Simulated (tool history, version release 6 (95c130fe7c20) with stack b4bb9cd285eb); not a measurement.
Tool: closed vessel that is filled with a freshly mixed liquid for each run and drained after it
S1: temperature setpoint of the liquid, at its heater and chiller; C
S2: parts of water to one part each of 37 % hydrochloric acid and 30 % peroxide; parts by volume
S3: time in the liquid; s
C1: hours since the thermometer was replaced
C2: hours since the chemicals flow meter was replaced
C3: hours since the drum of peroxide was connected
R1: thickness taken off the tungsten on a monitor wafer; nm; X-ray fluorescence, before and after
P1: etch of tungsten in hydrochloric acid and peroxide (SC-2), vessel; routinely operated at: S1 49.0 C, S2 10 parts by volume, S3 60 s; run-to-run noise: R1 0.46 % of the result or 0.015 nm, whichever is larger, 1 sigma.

| run | day | S1 | S2 | S3 | C1 | C2 | C3 | R1 |
|---|---|---|---|---|---|---|---|---|
| 1 | 0.588 | 49.0 | 10 | 60 | 297.5 | 165.8 | 565.1 | 7.9680 |
|  | 0.979 | new drum of peroxide connected |
| 2 | 1.046 | 49.0 | 10 | 60 | 308.5 | 176.8 | 1.6 | 7.9687 |
| 3 | 1.712 | 49.0 | 4 | 60 | 324.5 | 192.8 | 17.6 | 16.1000 |
| 4 | 2.450 | 49.0 | 10 | 60 | 342.2 | 210.5 | 35.3 | 7.9480 |
| 5 | 2.800 | 49.0 | 10 | 60 | 350.6 | 218.9 | 43.7 | 8.0180 |
| 6 | 3.246 | 39.5 | 10 | 30 | 361.3 | 229.6 | 54.4 | 2.0577 |
| 7 | 3.975 | 61.0 | 10 | 60 | 378.8 | 247.1 | 71.9 | 17.4380 |
| 8 | 4.467 | 49.0 | 15 | 115 | 390.6 | 258.9 | 83.7 | 10.7940 |
| 9 | 4.946 | 49.0 | 10 | 30 | 402.1 | 270.4 | 95.2 | 3.9841 |
| 10 | 5.317 | 49.0 | 10 | 115 | 411.0 | 279.3 | 104.1 | 15.2460 |
| 11 | 5.758 | 49.0 | 10 | 60 | 421.6 | 289.9 | 114.7 | 8.0166 |
| 12 | 6.188 | 63.5 | 10 | 95 | 431.9 | 300.2 | 125.0 | 31.9500 |

What will run 13 give?
| 13 | 6.825 | 35.5 | 10 | 60 | 447.2 | 315.5 | 140.3 | ? |

For run 13 the tool returned R1 3.0806 nm.
